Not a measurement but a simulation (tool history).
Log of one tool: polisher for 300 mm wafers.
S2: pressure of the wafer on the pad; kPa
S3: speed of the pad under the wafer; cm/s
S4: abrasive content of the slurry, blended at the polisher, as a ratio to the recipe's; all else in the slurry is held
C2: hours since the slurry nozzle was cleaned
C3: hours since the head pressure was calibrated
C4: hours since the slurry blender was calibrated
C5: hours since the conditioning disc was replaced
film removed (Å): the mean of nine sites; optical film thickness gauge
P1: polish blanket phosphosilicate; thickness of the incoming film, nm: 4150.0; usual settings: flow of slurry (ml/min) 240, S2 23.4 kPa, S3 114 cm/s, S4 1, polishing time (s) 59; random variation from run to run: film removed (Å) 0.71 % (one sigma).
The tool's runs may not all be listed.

run 1 hour=10.9 | flow_of_slurry_(ml/min)=240 S2=23.4 S3=114 S4=1 polishing_time_(s)=59 | wafers_polished_on_this_pad=285 C2=161.5 C3=207.7 C4=66.4 C5=207.7 | film_removed_(Å)=6181.6
run 2 hour=19.7 | flow_of_slurry_(ml/min)=240 S2=10.3 S3=114 S4=1 polishing_time_(s)=59 | wafers_polished_on_this_pad=389 C2=170.3 C3=216.5 C4=75.2 C5=216.5 | film_removed_(Å)=2731.6
run 3 hour=30.6 | flow_of_slurry_(ml/min)=360 S2=23.4 S3=114 S4=1 polishing_time_(s)=59 | wafers_polished_on_this_pad=517 C2=181.2 C3=227.4 C4=86.1 C5=227.4 | film_removed_(Å)=6467.7
run 4 hour=41.9 | flow_of_slurry_(ml/min)=240 S2=23.4 S3=70 S4=1.25 polishing_time_(s)=59 | wafers_polished_on_this_pad=649 C2=192.5 C3=238.7 C4=97.4 C5=238.7 | film_removed_(Å)=4585.5
run 5 hour=54.6 | flow_of_slurry_(ml/min)=240 S2=23.4 S3=52 S4=1 polishing_time_(s)=59 | wafers_polished_on_this_pad=798 C2=205.2 C3=251.4 C4=110.1 C5=251.4 | film_removed_(Å)=3306.1
run 6 hour=61.9 | flow_of_slurry_(ml/min)=240 S2=23.4 S3=114 S4=1 polishing_time_(s)=59 | wafers_polished_on_this_pad=884 C2=212.5 C3=258.7 C4=117.4 C5=258.7 | film_removed_(Å)=6132.7
run 7 hour=70.7 | flow_of_slurry_(ml/min)=240 S2=23.4 S3=114 S4=1 polishing_time_(s)=59 | wafers_polished_on_this_pad=987 C2=221.3 C3=267.5 C4=126.2 C5=267.5 | film_removed_(Å)=6234.2
run 8 hour=83.1 | flow_of_slurry_(ml/min)=175 S2=11.7 S3=114 S4=1 polishing_time_(s)=59 | wafers_polished_on_this_pad=1133 C2=233.7 C3=279.9 C4=138.6 C5=279.9 | film_removed_(Å)=2994.4
run 9 hour=93.8 | flow_of_slurry_(ml/min)=240 S2=23.4 S3=114 S4=1.45 polishing_time_(s)=59 | wafers_polished_on_this_pad=1259 C2=244.4 C3=290.6 C4=149.3 C5=290.6 | film_removed_(Å)=7208
run 10 hour=104.7 | flow_of_slurry_(ml/min)=240 S2=23.4 S3=114 S4=1 polishing_time_(s)=42 | wafers_polished_on_this_pad=1387 C2=255.3 C3=301.5 C4=160.2 C5=301.5 | film_removed_(Å)=4441.2
run 11 hour=113.6 | flow_of_slurry_(ml/min)=240 S2=23.4 S3=114 S4=1 polishing_time_(s)=82 | wafers_polished_on_this_pad=1491 C2=264.2 C3=310.4 C4=169.1 C5=310.4 | film_removed_(Å)=8511.7
-- hour=121.8 slurry nozzle cleaned
run 12 hour=124.9 | flow_of_slurry_(ml/min)=240 S2=23.4 S3=114 S4=0.5 polishing_time_(s)=59 | wafers_polished_on_this_pad=1624 C2=3.2 C3=321.7 C4=180.4 C5=321.7 | film_removed_(Å)=4299.3
run 13 hour=133 | flow_of_slurry_(ml/min)=240 S2=35.9 S3=114 S4=1 polishing_time_(s)=59 | wafers_polished_on_this_pad=1719 C2=11.3 C3=329.8 C4=188.5 C5=329.8 | film_removed_(Å)=9536.7
-- hour=137.7 conditioning disc replaced and pad reconditioned
run 14 hour=142.8 | flow_of_slurry_(ml/min)=145 S2=23.4 S3=114 S4=1 polishing_time_(s)=59 | wafers_polished_on_this_pad=1834 C2=21.1 C3=339.6 C4=198.3 C5=5.1 | film_removed_(Å)=5748.1
run 15 hour=150.4 | flow_of_slurry_(ml/min)=240 S2=23.4 S3=180 S4=1 polishing_time_(s)=59 | wafers_polished_on_this_pad=1923 C2=28.7 C3=347.2 C4=205.9 C5=12.7 | film_removed_(Å)=8890.9
run 16 hour=161.5 | flow_of_slurry_(ml/min)=240 S2=23.4 S3=114 S4=1 polishing_time_(s)=59 | wafers_polished_on_this_pad=2053 C2=39.8 C3=358.3 C4=217 C5=23.8 | film_removed_(Å)=6259.8
run 17 hour=171 | flow_of_slurry_(ml/min)=350 S2=23.4 S3=76 S4=1 polishing_time_(s)=59 | wafers_polished_on_this_pad=2165 C2=49.3 C3=367.8 C4=226.5 C5=33.3 | film_removed_(Å)=4600.1
run 18 hour=183.2 | flow_of_slurry_(ml/min)=240 S2=23.4 S3=114 S4=1 polishing_time_(s)=59 | wafers_polished_on_this_pad=2308 C2=61.5 C3=380 C4=238.7 C5=45.5 | film_removed_(Å)=6127
run 19 hour=195 | flow_of_slurry_(ml/min)=240 S2=23.4 S3=114 S4=1 polishing_time_(s)=59 | wafers_polished_on_this_pad=2447 C2=73.3 C3=391.8 C4=250.5 C5=57.3 | film_removed_(Å)=5810.5
run 20 hour=203.4 | flow_of_slurry_(ml/min)=240 S2=23.4 S3=114 S4=1 polishing_time_(s)=59 | wafers_polished_on_this_pad=2545 C2=81.7 C3=400.2 C4=258.9 C5=65.7 | film_removed_(Å)=5614.6
-- hour=214 head pressure recalibrated
run 21 hour=216.4 | flow_of_slurry_(ml/min)=240 S2=23.4 S3=114 S4=1 polishing_time_(s)=59 | wafers_polished_on_this_pad=2698 C2=94.7 C3=2.5 C4=271.9 C5=78.7 | film_removed_(Å)=5553.3
-- hour=223.7 conditioning disc replaced and pad reconditioned
-- hour=224.3 slurry nozzle cleaned
run 22 hour=225.1 | flow_of_slurry_(ml/min)=240 S2=23.4 S3=114 S4=1 polishing_time_(s)=59 | wafers_polished_on_this_pad=2800 C2=0.8 C3=11.2 C4=280.6 C5=1.4 | film_removed_(Å)=5438.1
run 23 hour=231.5 | flow_of_slurry_(ml/min)=240 S2=23.4 S3=114 S4=1 polishing_time_(s)=59 | wafers_polished_on_this_pad=2875 C2=7.2 C3=17.6 C4=287 C5=7.8 | film_removed_(Å)=5425
run 24 hour=238.3 | flow_of_slurry_(ml/min)=240 S2=23.4 S3=114 S4=1 polishing_time_(s)=59 | wafers_polished_on_this_pad=2955 C2=14 C3=24.4 C4=293.8 C5=14.6 | film_removed_(Å)=5376.3

Forecast run 25:
run 25 hour=249.8 | flow_of_slurry_(ml/min)=240 S2=23.4 S3=114 S4=1 polishing_time_(s)=59 | wafers_polished_on_this_pad=3090 C2=25.5 C3=35.9 C4=305.3 C5=26.1 | film_removed_(Å)=?

film removed (Å): 5340.7
